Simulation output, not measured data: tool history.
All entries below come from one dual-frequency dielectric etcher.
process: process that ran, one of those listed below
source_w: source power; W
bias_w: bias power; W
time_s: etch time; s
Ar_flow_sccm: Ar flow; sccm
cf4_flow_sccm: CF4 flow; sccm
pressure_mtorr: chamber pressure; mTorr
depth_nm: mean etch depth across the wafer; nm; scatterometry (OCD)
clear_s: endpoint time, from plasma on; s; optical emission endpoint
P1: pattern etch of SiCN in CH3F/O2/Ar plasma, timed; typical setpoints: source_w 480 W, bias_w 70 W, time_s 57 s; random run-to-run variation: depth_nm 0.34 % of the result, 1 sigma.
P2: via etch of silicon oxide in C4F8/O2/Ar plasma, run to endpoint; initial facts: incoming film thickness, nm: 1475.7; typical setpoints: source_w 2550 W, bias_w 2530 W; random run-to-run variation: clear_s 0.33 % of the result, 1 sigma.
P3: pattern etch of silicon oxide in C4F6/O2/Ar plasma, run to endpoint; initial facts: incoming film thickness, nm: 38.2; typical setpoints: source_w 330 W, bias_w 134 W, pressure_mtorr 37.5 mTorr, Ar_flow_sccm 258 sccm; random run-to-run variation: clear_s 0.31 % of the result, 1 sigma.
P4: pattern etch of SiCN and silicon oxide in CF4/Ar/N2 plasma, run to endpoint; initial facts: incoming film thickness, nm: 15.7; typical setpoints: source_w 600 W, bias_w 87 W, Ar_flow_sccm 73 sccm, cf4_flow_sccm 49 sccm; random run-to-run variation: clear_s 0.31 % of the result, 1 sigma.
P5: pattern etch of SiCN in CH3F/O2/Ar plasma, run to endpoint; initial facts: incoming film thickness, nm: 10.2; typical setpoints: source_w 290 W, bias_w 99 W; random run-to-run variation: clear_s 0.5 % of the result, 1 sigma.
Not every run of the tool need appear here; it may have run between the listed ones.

run   hour  process  source_w  bias_w  time_s  Ar_flow_sccm  cf4_flow_sccm  pressure_mtorr  depth_nm  clear_s
  1    6.7       P1       480      70      57                                                 23.199
  2     15       P4       600      87                    47             49                             12.374
  3   23.6       P5       290      99                                                                  27.473
  4   34.4       P1       480      46      57                                                 20.214
  5   45.8       P2      2020    2530                                                                  269.53
  6   53.4       P3       330     134                   169                           37.5              13.81
  7   62.2       P4       600      87                    73             49                             13.219
  8     68       P3       440     134                   258                           37.5             12.961
  9   76.5       P3       330      77                   258                           37.5              16.86
 10   81.8       P1       570      70      80                                                 34.881
 11   91.1       P1       590      70      57                                                  25.26
 12     99       P1       480      70    32.5                                                 13.247
 13  107.1       P5       390      99                                                                  24.856
 14  117.9       P2      2550    2530                                                                  245.65
 15  127.8       P1       480      70      57                                                 23.236
 16    139       P4       790      87                    73             49                             10.378
     143.8  -- bias power generator calibrated
 17  148.2       P1       370      70      45                                                 16.504
 18  158.8       P1       390      70      57                                                 21.406
 19  167.6       P1       480      70      57                                                 23.251
 20  172.8       P2      2550    3552                                                                  221.77

Run 21, settings as shown, results not yet in. Your forecast:
 21  178.3       P4       600     121                    73             49                                  ?

{"run 21": {"clear_s": 11.714}}
